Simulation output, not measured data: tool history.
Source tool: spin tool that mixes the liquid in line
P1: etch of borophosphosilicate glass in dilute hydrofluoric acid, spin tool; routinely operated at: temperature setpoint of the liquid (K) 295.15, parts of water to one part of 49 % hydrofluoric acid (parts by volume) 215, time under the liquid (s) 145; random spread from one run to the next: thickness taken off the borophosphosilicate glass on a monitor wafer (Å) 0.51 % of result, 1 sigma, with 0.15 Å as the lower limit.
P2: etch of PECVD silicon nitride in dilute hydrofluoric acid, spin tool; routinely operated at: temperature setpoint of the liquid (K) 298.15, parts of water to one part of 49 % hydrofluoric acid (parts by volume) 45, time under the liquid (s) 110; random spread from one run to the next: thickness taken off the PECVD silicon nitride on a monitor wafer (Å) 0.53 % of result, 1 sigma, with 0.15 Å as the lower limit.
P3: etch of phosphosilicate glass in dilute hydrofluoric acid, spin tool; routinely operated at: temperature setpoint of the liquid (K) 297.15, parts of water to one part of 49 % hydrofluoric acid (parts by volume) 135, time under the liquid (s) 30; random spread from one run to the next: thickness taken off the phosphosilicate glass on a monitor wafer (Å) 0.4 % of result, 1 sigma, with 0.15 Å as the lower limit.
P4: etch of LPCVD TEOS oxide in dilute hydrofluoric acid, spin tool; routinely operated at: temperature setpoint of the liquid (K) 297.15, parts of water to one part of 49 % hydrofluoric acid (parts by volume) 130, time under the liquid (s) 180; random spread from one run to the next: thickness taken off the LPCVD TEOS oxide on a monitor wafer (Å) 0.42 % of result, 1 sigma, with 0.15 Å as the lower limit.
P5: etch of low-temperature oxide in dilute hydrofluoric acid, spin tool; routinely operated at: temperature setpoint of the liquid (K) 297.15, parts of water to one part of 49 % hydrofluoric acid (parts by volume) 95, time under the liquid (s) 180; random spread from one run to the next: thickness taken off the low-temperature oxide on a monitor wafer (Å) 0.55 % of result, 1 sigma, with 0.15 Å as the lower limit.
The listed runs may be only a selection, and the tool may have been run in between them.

run,hour,process that ran,temperature setpoint of the liquid (K),parts of water to one part of 49 % hydrofluoric acid (parts by volume),time under the liquid (s),hours since the thermometer was replaced,hours since the hydrofluoric acid flow meter was replaced,thickness taken off the borophosphosilicate glass on a monitor wafer (Å),thickness taken off the phosphosilicate glass on a monitor wafer (Å),thickness taken off the PECVD silicon nitride on a monitor wafer (Å),thickness taken off the LPCVD TEOS oxide on a monitor wafer (Å),thickness taken off the low-temperature oxide on a monitor wafer (Å)
1,12.4,P1,295.15,215,145,812.7,1111.9,172.330,,,,
2,19.6,P1,295.15,215,215,819.9,1119.1,257.680,,,,
3,27.7,P3,297.15,240,30,828.0,1127.2,,97.034,,,
4,35.5,P1,295.15,215,70,835.8,1135.0,83.118,,,,
5,42.6,P1,299.65,215,145,842.9,1142.1,201.960,,,,
6,51.4,P1,295.15,375,145,851.7,1150.9,84.639,,,,
7,62.5,P1,295.15,215,145,862.8,1162.0,173.030,,,,
8,69.8,P2,298.15,45,110,870.1,1169.3,,,48.451,,
9,78.4,P3,290.15,135,30,878.7,1177.9,,145.920,,,
10,89.0,P3,297.15,135,30,889.3,1188.5,,193.960,,,
11,100.1,P1,295.15,215,145,900.4,1199.6,172.400,,,,
12,107.6,P4,290.15,130,180,907.9,1207.1,,,,222.060,
13,115.9,P5,291.15,95,180,916.2,1215.4,,,,,167.70
14,122.4,P2,290.15,45,110,922.7,1221.9,,,27.743,,
15,128.7,P4,297.15,130,45,929.0,1228.2,,,,73.908,
16,137.3,P5,297.15,145,180,937.6,1236.8,,,,,133.31
17,143.9,P3,297.15,135,15,944.2,1243.4,,96.953,,,
18,152.2,P3,297.15,135,30,952.5,1251.7,,194.220,,,
19,160.5,P5,297.15,95,180,960.8,1260.0,,,,,215.07
20,166.7,P1,300.15,215,245,967.0,1266.2,350.280,,,,
21,177.6,P5,297.15,95,180,977.9,1277.1,,,,,215.82
22,186.9,P2,298.15,45,110,987.2,1286.4,,,48.543,,
23,194.8,P1,295.15,100,145,995.1,1294.3,422.410,,,,
24,204.6,P1,300.65,355,145,1004.9,1304.1,111.420,,,,
25,212.6,P4,297.15,130,180,1012.9,1312.1,,,,294.750,
26,221.9,P2,298.15,25,110,1022.2,1321.4,,,85.930,,
# hour 225.4: thermometer replaced
27,228.3,P1,295.15,215,145,2.9,1327.8,172.150,,,,
28,236.0,P4,297.15,130,180,10.6,1335.5,,,,294.740,
29,247.1,P5,297.15,95,350,21.7,1346.6,,,,,420.71
30,253.0,P1,295.15,215,145,27.6,1352.5,171.770,,,,
31,262.5,P4,297.15,60,180,37.1,1362.0,,,,700.150,
32,273.4,P1,290.15,215,145,48.0,1372.9,143.740,,,,
33,284.2,P2,298.15,45,40,58.8,1383.7,,,17.681,,
34,294.0,P1,295.15,215,145,68.6,1393.5,172.450,,,,
35,303.7,P1,295.15,215,145,78.3,1403.2,177.560,,,,
36,313.5,P1,295.15,215,145,88.1,1413.0,180.010,,,,
37,321.5,P1,295.15,215,145,96.1,1421.0,180.210,,,,
38,328.2,P1,295.15,215,145,102.8,1427.7,181.790,,,,
39,336.9,P1,295.15,215,145,111.5,1436.4,181.510,,,,
40,342.8,P1,295.15,215,145,117.4,1442.3,181.930,,,,
41,354.2,P1,295.15,215,145,128.8,1453.7,182.460,,,,
42,360.9,P1,295.15,215,145,135.5,1460.4,183.280,,,,

What P1 gives has crept off from where it sat before. The 2 causes that follow fit the log equally well, each at the size noted:
A: hydrofluoric acid flow above the setpoint (%) = 4.66
B: liquid hotter than its thermometer reads (K) = 1.49
The gradual shift began around hour 294.0.

Of the 4 check runs listed below, each run on one wafer and each result written as a question mark, which would let you distinguish the listed causes because they would give clearly different results?
check 1,367.6,P4,297.15,130,180,,,,,,?,
check 2,367.6,P2,298.15,45,110,,,,,?,,
check 3,367.6,P3,297.15,135,30,,,,?,,,
check 4,367.6,P5,297.15,95,180,,,,,,,?

What each check would give under each cause:
check,result,if A,if B
check 1,thickness taken off the LPCVD TEOS oxide on a monitor wafer (Å),310.290,311.830
check 2,thickness taken off the PECVD silicon nitride on a monitor wafer (Å),50.637,53.499
check 3,thickness taken off the phosphosilicate glass on a monitor wafer (Å),203.760,204.690
check 4,thickness taken off the low-temperature oxide on a monitor wafer (Å),226.64,228.47
How far apart the two closest causes lie, in the result that separates them most: check 1 0.5 %; check 2 5.5 %; check 3 0.46 %; check 4 0.81 %
Of the check runs offered, only check 2 discriminates between the causes; the rest would read about the same regardless of which cause applies.

Then check 2 was run and gave: thickness taken off the PECVD silicon nitride on a monitor wafer (Å) 50.742. Which cause is it?

A is the cause: hydrofluoric acid flow above the setpoint (%).
